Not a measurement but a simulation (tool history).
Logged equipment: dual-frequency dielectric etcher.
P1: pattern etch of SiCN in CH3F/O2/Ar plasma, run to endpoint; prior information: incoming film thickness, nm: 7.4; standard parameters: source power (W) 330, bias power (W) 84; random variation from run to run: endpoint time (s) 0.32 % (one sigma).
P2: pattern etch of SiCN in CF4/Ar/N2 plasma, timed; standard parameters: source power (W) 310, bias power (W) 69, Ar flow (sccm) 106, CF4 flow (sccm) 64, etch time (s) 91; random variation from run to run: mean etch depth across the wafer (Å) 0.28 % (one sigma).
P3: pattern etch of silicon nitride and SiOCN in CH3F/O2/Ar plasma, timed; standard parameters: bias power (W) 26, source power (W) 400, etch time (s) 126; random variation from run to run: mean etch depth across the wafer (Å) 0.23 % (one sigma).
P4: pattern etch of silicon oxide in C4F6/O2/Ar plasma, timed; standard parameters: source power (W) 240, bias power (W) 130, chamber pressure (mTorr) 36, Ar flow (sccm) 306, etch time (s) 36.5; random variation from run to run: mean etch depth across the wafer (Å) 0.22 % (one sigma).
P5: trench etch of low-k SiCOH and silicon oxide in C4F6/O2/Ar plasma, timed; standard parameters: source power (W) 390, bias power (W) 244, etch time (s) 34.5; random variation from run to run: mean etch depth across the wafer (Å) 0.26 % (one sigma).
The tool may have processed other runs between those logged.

run,hour,process that ran,source power (W),bias power (W),etch time (s),chamber pressure (mTorr),Ar flow (sccm),CF4 flow (sccm),endpoint time (s),mean etch depth across the wafer (Å)
1,4.6,P1,330,84,,,,,19.784,
2,7.9,P3,400,26,183.5,,,,,255.77
3,11.7,P4,290,130,36.5,36,306,,,864.23
4,15.5,P4,240,130,36.5,36,429,,,775.64
5,19.5,P1,330,84,,,,,19.785,
# hour 21.4: source power generator calibrated
6,23,P5,390,190,34.5,,,,,1025.4
7,26.5,P5,390,244,34.5,,,,,1112.8
8,31.1,P1,330,106,,,,,18.169,
9,33.4,P2,310,97,91,,106,64,,610.61
10,37.2,P4,240,85,36.5,36,306,,,712.82
11,39.7,P3,400,35,126,,,,,202.17
12,44.4,P2,310,69,91,,106,38,,493.55
13,49.3,P3,400,26,126,,,,,176.12
14,51.9,P3,400,26,126,,,,,176.42
15,56.1,P4,240,130,25.5,36,306,,,560.45
16,58.7,P1,330,68,,,,,21.332,
17,61.1,P1,330,84,,,,,19.853,
18,66,P5,390,244,49.5,,,,,1593.7
19,69.2,P4,240,130,36.5,36,306,,,804.19
20,71.5,P4,240,130,36.5,50.5,306,,,772.38
21,74.1,P1,330,84,,,,,19.889,
22,77.8,P2,310,69,91,,78,64,,565.44
23,82,P3,540,26,126,,,,,195.16
24,86.3,P1,400,84,,,,,18.425,
25,88.5,P5,500,244,34.5,,,,,1220.4
26,92.2,P2,310,69,91,,106,64,,536.82
27,96,P5,390,244,34.5,,,,,1114.2
28,98.4,P1,450,100,,,,,16.56,
29,100.8,P2,420,69,91,,106,64,,701.41
30,103.1,P1,250,71,,,,,23.306,
31,106.3,P1,260,84,,,,,21.633,
32,109.9,P1,330,84,,,,,19.834,
33,114.5,P2,310,69,50,,106,64,,294.03
34,118.1,P1,330,84,,,,,19.839,
35,122.6,P1,330,84,,,,,20.031,
36,125.9,P1,330,84,,,,,20,
# hour 127.8: wet clean of the chamber
37,129.7,P1,330,84,,,,,20.198,
38,133.8,P1,330,84,,,,,20.316,
39,137.8,P1,330,84,,,,,20.164,
40,142.7,P1,330,84,,,,,20.173,

Something has made what P1 gives creep away from where it was; the 2 causes below, each at its own stated size, fit the log equally well:
A: bias power that arrives under what is set, % = 4.27
B: source power that arrives under what is set, % = 4.24
Creep in the process output first set in at about hour 118.1.
What rules out each remaining cause:
chamber walls in a state that lowers the etch rate, %: work on it at hour 127.8, done after the drift set in, did not restore what the process gave before

Question marks stand in for the results of the 4 check runs listed below, each run on one wafer. Under which run would the listed causes show clearly different results?
check 1,147.6,P5,390,244,34.5,,,,,?
check 2,147.6,P4,240,130,36.5,36,306,,,?
check 3,147.6,P2,310,69,91,,106,64,,?
check 4,147.6,P3,400,26,126,,,,,?

Check results expected under each cause:
check,result,if A,if B
check 1,mean etch depth across the wafer (Å),1093.7,1091.6
check 2,mean etch depth across the wafer (Å),793.38,790.41
check 3,mean etch depth across the wafer (Å),529.63,518.02
check 4,mean etch depth across the wafer (Å),172.94,173.83
Per-check spread between the two closest causes, in the result where they differ most: check 1 0.19 %; check 2 0.38 %; check 3 2.22 %; check 4 0.51 %
Only check 3 tells the causes apart: in the others they would give nearly the same result.

Check 3 was then run and gave: mean etch depth across the wafer (Å) 516.05. Which cause is it?

B is the cause: source power that arrives under what is set, %.
